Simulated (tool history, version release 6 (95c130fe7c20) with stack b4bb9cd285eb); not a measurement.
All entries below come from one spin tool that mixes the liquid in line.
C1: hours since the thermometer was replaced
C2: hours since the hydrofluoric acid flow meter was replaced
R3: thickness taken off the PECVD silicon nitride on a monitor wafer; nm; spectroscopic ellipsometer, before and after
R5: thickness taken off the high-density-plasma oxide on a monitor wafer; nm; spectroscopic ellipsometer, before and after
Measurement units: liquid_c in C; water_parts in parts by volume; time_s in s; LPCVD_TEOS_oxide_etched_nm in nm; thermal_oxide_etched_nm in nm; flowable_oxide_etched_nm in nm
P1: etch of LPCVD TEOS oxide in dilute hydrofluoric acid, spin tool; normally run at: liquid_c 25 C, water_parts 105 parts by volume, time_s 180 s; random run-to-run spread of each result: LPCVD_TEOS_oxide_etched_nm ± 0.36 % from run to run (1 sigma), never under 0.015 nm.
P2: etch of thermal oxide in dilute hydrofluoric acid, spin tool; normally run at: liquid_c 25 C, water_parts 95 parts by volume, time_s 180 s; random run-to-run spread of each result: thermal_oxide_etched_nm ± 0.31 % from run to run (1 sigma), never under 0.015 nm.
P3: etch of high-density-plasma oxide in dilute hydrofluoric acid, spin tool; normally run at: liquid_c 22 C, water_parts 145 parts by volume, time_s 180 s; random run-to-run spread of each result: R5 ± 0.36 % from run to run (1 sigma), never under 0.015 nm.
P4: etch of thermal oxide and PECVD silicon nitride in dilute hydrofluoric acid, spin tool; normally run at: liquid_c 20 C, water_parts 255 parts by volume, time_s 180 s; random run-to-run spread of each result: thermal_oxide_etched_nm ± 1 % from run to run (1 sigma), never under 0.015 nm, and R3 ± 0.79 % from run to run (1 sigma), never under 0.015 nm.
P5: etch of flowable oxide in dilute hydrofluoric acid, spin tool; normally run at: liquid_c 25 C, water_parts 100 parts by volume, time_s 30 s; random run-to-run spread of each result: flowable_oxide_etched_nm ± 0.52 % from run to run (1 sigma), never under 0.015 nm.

Run 1, hour 15.5: process P1, liquid_c 25 C, water_parts 105 parts by volume, time_s 180 s; C1 256.6; C2 313.9. Result: LPCVD_TEOS_oxide_etched_nm 30.658 nm.
Run 2, hour 26.8: process P4, liquid_c 17 C, water_parts 255 parts by volume, time_s 180 s; C1 267.9; C2 325.2. Result: thermal_oxide_etched_nm 2.1182 nm, R3 2.5445 nm.
Run 3, hour 36.4: process P1, liquid_c 25 C, water_parts 105 parts by volume, time_s 180 s; C1 277.5; C2 334.8. Result: LPCVD_TEOS_oxide_etched_nm 30.505 nm.
Run 4, hour 48.3: process P5, liquid_c 25 C, water_parts 100 parts by volume, time_s 50 s; C1 289.4; C2 346.7. Result: flowable_oxide_etched_nm 14.08 nm.
Run 5, hour 57.6: process P1, liquid_c 25 C, water_parts 105 parts by volume, time_s 180 s; C1 298.7; C2 356. Result: LPCVD_TEOS_oxide_etched_nm 30.624 nm.
Run 6, hour 74.1: process P1, liquid_c 25 C, water_parts 170 parts by volume, time_s 285 s; C1 315.2; C2 372.5. Result: LPCVD_TEOS_oxide_etched_nm 27.682 nm.
Run 7, hour 82: process P5, liquid_c 25 C, water_parts 155 parts by volume, time_s 30 s; C1 323.1; C2 380.4. Result: flowable_oxide_etched_nm 5.1219 nm.
Run 8, hour 96.3: process P1, liquid_c 21 C, water_parts 105 parts by volume, time_s 180 s; C1 337.4; C2 394.7. Result: LPCVD_TEOS_oxide_etched_nm 26.241 nm.
Run 9, hour 104.5: process P2, liquid_c 25 C, water_parts 95 parts by volume, time_s 180 s; C1 345.6; C2 402.9. Result: thermal_oxide_etched_nm 9.6554 nm.
Run 10, hour 113.2: process P1, liquid_c 25 C, water_parts 105 parts by volume, time_s 180 s; C1 354.3; C2 411.6. Result: LPCVD_TEOS_oxide_etched_nm 30.769 nm.
Run 11, hour 120.9: process P5, liquid_c 25 C, water_parts 100 parts by volume, time_s 30 s; C1 362; C2 419.3. Result: flowable_oxide_etched_nm 8.397 nm.
Run 12, hour 136.8: process P5, liquid_c 25 C, water_parts 100 parts by volume, time_s 30 s; C1 377.9; C2 435.2. Result: flowable_oxide_etched_nm 8.5905 nm.
Run 13, hour 150.4: process P2, liquid_c 25 C, water_parts 95 parts by volume, time_s 15 s; C1 391.5; C2 448.8. Result: thermal_oxide_etched_nm 0.77576 nm.
Run 14, hour 164.1: process P2, liquid_c 17.5 C, water_parts 95 parts by volume, time_s 180 s; C1 405.2; C2 462.5. Result: thermal_oxide_etched_nm 7.097 nm.
Run 15, hour 180.6: process P2, liquid_c 25 C, water_parts 95 parts by volume, time_s 180 s; C1 421.7; C2 479. Result: thermal_oxide_etched_nm 9.5968 nm.
Run 16, hour 193.1: process P4, liquid_c 20 C, water_parts 255 parts by volume, time_s 180 s; C1 434.2; C2 491.5. Result: thermal_oxide_etched_nm 2.3886 nm, R3 3.0785 nm.
Run 17, hour 208.5: process P3, liquid_c 22 C, water_parts 90 parts by volume, time_s 180 s; C1 449.6; C2 506.9. Result: R5 10.891 nm.
Run 18, hour 219.9: process P1, liquid_c 25 C, water_parts 105 parts by volume, time_s 180 s; C1 461; C2 518.3. Result: LPCVD_TEOS_oxide_etched_nm 30.652 nm.
Run 19, hour 229.9: process P3, liquid_c 17 C, water_parts 145 parts by volume, time_s 180 s; C1 471; C2 528.3. Result: R5 5.2056 nm.
Run 20, hour 245.1: process P1, liquid_c 30.5 C, water_parts 105 parts by volume, time_s 275 s; C1 486.2; C2 543.5. Result: LPCVD_TEOS_oxide_etched_nm 57.703 nm.
Run 21, hour 257.6: process P1, liquid_c 25 C, water_parts 105 parts by volume, time_s 180 s; C1 498.7; C2 556. Result: LPCVD_TEOS_oxide_etched_nm 30.81 nm.
Run 22, hour 268.9: process P1, liquid_c 25 C, water_parts 105 parts by volume, time_s 90 s; C1 510; C2 567.3. Result: LPCVD_TEOS_oxide_etched_nm 15.35 nm.
Run 23, hour 281.9: process P1, liquid_c 25 C, water_parts 145 parts by volume, time_s 180 s; C1 523; C2 580.3. Result: LPCVD_TEOS_oxide_etched_nm 21.133 nm.
Run 24, hour 297.3: process P1, liquid_c 25 C, water_parts 105 parts by volume, time_s 350 s; C1 538.4; C2 595.7. Result: LPCVD_TEOS_oxide_etched_nm 59.398 nm.
Run 25, hour 312.2: process P3, liquid_c 22 C, water_parts 145 parts by volume, time_s 70 s; C1 553.3; C2 610.6. Result: R5 2.4842 nm.
At hour 316.1: thermometer replaced.
Run 26, hour 326.7: process P2, liquid_c 25 C, water_parts 30 parts by volume, time_s 180 s; C1 10.6; C2 625.1. Result: thermal_oxide_etched_nm 33.284 nm.
Run 27, hour 340.9: process P3, liquid_c 22 C, water_parts 145 parts by volume, time_s 180 s; C1 24.8; C2 639.3. Result: R5 6.2944 nm.
Run 28, hour 354.8: process P4, liquid_c 20 C, water_parts 255 parts by volume, time_s 335 s; C1 38.7; C2 653.2. Result: thermal_oxide_etched_nm 4.4853 nm, R3 5.8109 nm.
Run 29, hour 371.4: process P3, liquid_c 22 C, water_parts 145 parts by volume, time_s 180 s; C1 55.3; C2 669.8. Result: R5 6.3657 nm.
Run 30, hour 382.6: process P1, liquid_c 30 C, water_parts 165 parts by volume, time_s 180 s; C1 66.5; C2 681. Result: LPCVD_TEOS_oxide_etched_nm 21.774 nm.
Run 31, hour 393.2: process P1, liquid_c 30.5 C, water_parts 105 parts by volume, time_s 180 s; C1 77.1; C2 691.6. Result: LPCVD_TEOS_oxide_etched_nm 37.99 nm.
Run 32, hour 407.1: process P5, liquid_c 31.5 C, water_parts 100 parts by volume, time_s 30 s; C1 91; C2 705.5. Result: flowable_oxide_etched_nm 10.823 nm.
Run 33, hour 420.8: process P4, liquid_c 20 C, water_parts 425 parts by volume, time_s 180 s; C1 104.7; C2 719.2. Result: thermal_oxide_etched_nm 1.2186 nm, R3 1.9028 nm.
Run 34, hour 433.4: process P1, liquid_c 25 C, water_parts 25 parts by volume, time_s 180 s; C1 117.3; C2 731.8. Result: LPCVD_TEOS_oxide_etched_nm 143.33 nm.
Run 35, hour 443.1: process P1, liquid_c 25 C, water_parts 105 parts by volume, time_s 180 s; C1 127; C2 741.5. Result: LPCVD_TEOS_oxide_etched_nm 30.593 nm.
Run 36, hour 455.7: process P1, liquid_c 25 C, water_parts 105 parts by volume, time_s 180 s; C1 139.6; C2 754.1. Result: LPCVD_TEOS_oxide_etched_nm 30.6 nm.
Run 37, hour 466.4: process P1, liquid_c 25 C, water_parts 105 parts by volume, time_s 180 s; C1 150.3; C2 764.8. Result: LPCVD_TEOS_oxide_etched_nm 29.717 nm.
Run 38, hour 476.9: process P1, liquid_c 25 C, water_parts 105 parts by volume, time_s 180 s; C1 160.8; C2 775.3. Result: LPCVD_TEOS_oxide_etched_nm 28.971 nm.
Run 39, hour 491.5: process P1, liquid_c 25 C, water_parts 105 parts by volume, time_s 180 s; C1 175.4; C2 789.9. Result: LPCVD_TEOS_oxide_etched_nm 28.601 nm.
Run 40, hour 500.4: process P1, liquid_c 25 C, water_parts 105 parts by volume, time_s 180 s; C1 184.3; C2 798.8. Result: LPCVD_TEOS_oxide_etched_nm 28.42 nm.
Run 41, hour 509.7: process P1, liquid_c 25 C, water_parts 105 parts by volume, time_s 180 s; C1 193.6; C2 808.1. Result: LPCVD_TEOS_oxide_etched_nm 28.191 nm.
Run 42, hour 521.5: process P1, liquid_c 25 C, water_parts 105 parts by volume, time_s 180 s; C1 205.4; C2 819.9. Result: LPCVD_TEOS_oxide_etched_nm 27.921 nm.
Run 43, hour 536.6: process P1, liquid_c 25 C, water_parts 105 parts by volume, time_s 180 s; C1 220.5; C2 835. Result: LPCVD_TEOS_oxide_etched_nm 27.972 nm.
Run 44, hour 551.4: process P1, liquid_c 25 C, water_parts 105 parts by volume, time_s 180 s; C1 235.3; C2 849.8. Result: LPCVD_TEOS_oxide_etched_nm 27.936 nm.

What P1 gives has crept off from where it sat before. The 2 causes that follow fit the log equally well, each at the size noted:
A: liquid colder than its thermometer reads (K) = 2.33
B: hydrofluoric acid flow below the setpoint (%) = 7.77
Creep in the process output first set in at about hour 455.7.

Which of the 4 check runs listed below separates the causes, so that each cause would produce a clearly different result? Each run uses one wafer, and its results are marked with question marks.
Run check 1, hour 566.2: process P2, liquid_c 25 C, water_parts 95 parts by volume, time_s 180 s. Result: thermal_oxide_etched_nm ?.
Run check 2, hour 566.2: process P4, liquid_c 20 C, water_parts 255 parts by volume, time_s 180 s. Result: thermal_oxide_etched_nm ?, R3 ?.
Run check 3, hour 566.2: process P5, liquid_c 25 C, water_parts 100 parts by volume, time_s 30 s. Result: flowable_oxide_etched_nm ?.
Run check 4, hour 566.2: process P3, liquid_c 22 C, water_parts 145 parts by volume, time_s 180 s. Result: R5 ?.

Outcome of each check run for each possible cause:
  check                    result    if A    if B
check 1   thermal_oxide_etched_nm  8.7838  8.8002
check 2   thermal_oxide_etched_nm  2.1885  2.1619
check 2                        R3  2.6636  2.8668
check 3  flowable_oxide_etched_nm  7.7126   7.721
check 4                        R5  5.7783  5.7669
How far apart the two closest causes lie, in the result that separates them most: check 1 0.19 %; check 2 7.35 %; check 3 0.11 %; check 4 0.2 %
Check 2 tells the causes apart: in the others they would give nearly the same result.

After running check 2, the following was obtained: thermal_oxide_etched_nm 2.141 nm; R3 2.9019 nm. Which cause does this point to?

The cause is B: hydrofluoric acid flow below the setpoint (%).

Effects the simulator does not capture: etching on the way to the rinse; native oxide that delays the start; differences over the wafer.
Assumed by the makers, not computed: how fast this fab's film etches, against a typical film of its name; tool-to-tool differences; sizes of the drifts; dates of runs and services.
